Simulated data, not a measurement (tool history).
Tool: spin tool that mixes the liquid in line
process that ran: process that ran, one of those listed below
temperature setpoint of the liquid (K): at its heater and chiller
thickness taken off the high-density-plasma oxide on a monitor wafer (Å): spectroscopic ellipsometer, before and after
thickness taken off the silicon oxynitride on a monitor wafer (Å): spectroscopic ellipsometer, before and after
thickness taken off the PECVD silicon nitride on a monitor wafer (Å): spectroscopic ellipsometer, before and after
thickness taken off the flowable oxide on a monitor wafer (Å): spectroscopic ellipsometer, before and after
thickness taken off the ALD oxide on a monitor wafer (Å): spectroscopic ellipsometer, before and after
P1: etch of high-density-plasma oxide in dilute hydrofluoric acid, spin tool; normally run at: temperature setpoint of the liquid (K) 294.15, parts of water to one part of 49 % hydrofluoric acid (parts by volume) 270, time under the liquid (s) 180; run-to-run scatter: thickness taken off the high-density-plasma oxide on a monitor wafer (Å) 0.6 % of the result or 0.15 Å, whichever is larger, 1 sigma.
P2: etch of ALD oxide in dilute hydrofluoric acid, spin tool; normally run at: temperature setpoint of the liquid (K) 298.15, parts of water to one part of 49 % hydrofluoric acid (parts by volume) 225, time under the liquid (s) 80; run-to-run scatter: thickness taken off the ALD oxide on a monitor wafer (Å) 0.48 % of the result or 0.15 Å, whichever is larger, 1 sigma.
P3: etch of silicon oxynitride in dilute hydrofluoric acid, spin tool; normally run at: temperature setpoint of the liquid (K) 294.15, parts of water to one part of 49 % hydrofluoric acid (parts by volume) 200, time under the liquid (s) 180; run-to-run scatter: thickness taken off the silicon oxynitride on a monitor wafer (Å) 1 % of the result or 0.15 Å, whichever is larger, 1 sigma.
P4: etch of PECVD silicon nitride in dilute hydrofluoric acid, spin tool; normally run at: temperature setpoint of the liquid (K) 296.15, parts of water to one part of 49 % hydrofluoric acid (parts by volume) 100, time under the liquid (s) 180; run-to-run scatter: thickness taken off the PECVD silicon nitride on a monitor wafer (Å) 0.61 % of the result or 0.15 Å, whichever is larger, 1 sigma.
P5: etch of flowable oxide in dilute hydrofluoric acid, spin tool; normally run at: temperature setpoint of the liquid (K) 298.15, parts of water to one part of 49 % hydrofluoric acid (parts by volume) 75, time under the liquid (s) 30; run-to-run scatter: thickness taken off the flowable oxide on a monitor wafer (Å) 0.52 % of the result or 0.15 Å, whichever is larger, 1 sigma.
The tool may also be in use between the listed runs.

| run | hour | process that ran | temperature setpoint of the liquid (K) | parts of water to one part of 49 % hydrofluoric acid (parts by volume) | time under the liquid (s) | thickness taken off the high-density-plasma oxide on a monitor wafer (Å) | thickness taken off the silicon oxynitride on a monitor wafer (Å) | thickness taken off the PECVD silicon nitride on a monitor wafer (Å) | thickness taken off the flowable oxide on a monitor wafer (Å) | thickness taken off the ALD oxide on a monitor wafer (Å) |
|---|---|---|---|---|---|---|---|---|---|---|
| 1 | 15.2 | P1 | 294.15 | 270 | 180 | 38.596 |  |  |  |  |
| 2 | 31.4 | P3 | 301.65 | 200 | 180 |  | 34.721 |  |  |  |
| 3 | 43.9 | P4 | 296.15 | 100 | 180 |  |  | 39.57 |  |  |
| 4 | 59.4 | P1 | 298.65 | 270 | 180 | 45.554 |  |  |  |  |
| 5 | 69.4 | P5 | 298.15 | 140 | 30 |  |  |  | 105.78 |  |
| 6 | 83.6 | P4 | 296.15 | 100 | 180 |  |  | 39.075 |  |  |
| 7 | 97.1 | P5 | 298.15 | 75 | 65 |  |  |  | 465.91 |  |
| 8 | 114.1 | P2 | 298.15 | 390 | 80 |  |  |  |  | 25.947 |
| 9 | 130.3 | P2 | 298.15 | 225 | 80 |  |  |  |  | 53.139 |
| 10 | 147.6 | P3 | 294.15 | 200 | 70 |  | 9.25 |  |  |  |
| 11 | 156.3 | P1 | 294.15 | 120 | 180 | 101.24 |  |  |  |  |
| 12 | 171.3 | P1 | 290.15 | 270 | 180 | 33.123 |  |  |  |  |
| 13 | 179.8 | P1 | 294.15 | 270 | 335 | 71.937 |  |  |  |  |
| 14 | 196.6 | P5 | 298.15 | 75 | 30 |  |  |  | 214.62 |  |
| 15 | 206.8 | P1 | 294.15 | 270 | 180 | 38.697 |  |  |  |  |
| 16 | 217.1 | P5 | 304.65 | 75 | 30 |  |  |  | 282.2 |  |
| 17 | 227.3 | P2 | 298.15 | 225 | 25 |  |  |  |  | 16.641 |
| 18 | 238.1 | P2 | 298.15 | 225 | 80 |  |  |  |  | 52.954 |
| 19 | 251.6 | P1 | 294.15 | 115 | 280 | 166.93 |  |  |  |  |
| 20 | 264.6 | P1 | 300.65 | 270 | 305 | 82.491 |  |  |  |  |
| 21 | 280.2 | P3 | 294.15 | 315 | 180 |  | 14.628 |  |  |  |
| 22 | 294.7 | P3 | 294.15 | 200 | 180 |  | 24.755 |  |  |  |
| 23 | 307.9 | P4 | 296.15 | 25 | 180 |  |  | 152.56 |  |  |
| 24 | 315.7 | P1 | 294.15 | 430 | 180 | 21.052 |  |  |  |  |
| 25 | 332.6 | P2 | 290.65 | 225 | 80 |  |  |  |  | 39.529 |
| 26 | 340.8 | P3 | 294.15 | 200 | 180 |  | 24.455 |  |  |  |
| 27 | 353.9 | P5 | 298.15 | 75 | 30 |  |  |  | 214.72 |  |
| 28 | 370.1 | P4 | 296.15 | 100 | 15 |  |  | 3.5383 |  |  |

The next listed run, before its measurement:
| 29 | 385 | P1 | 294.15 | 270 | 180 | ? |  |  |  |  |

thickness taken off the high-density-plasma oxide on a monitor wafer (Å): 39.02
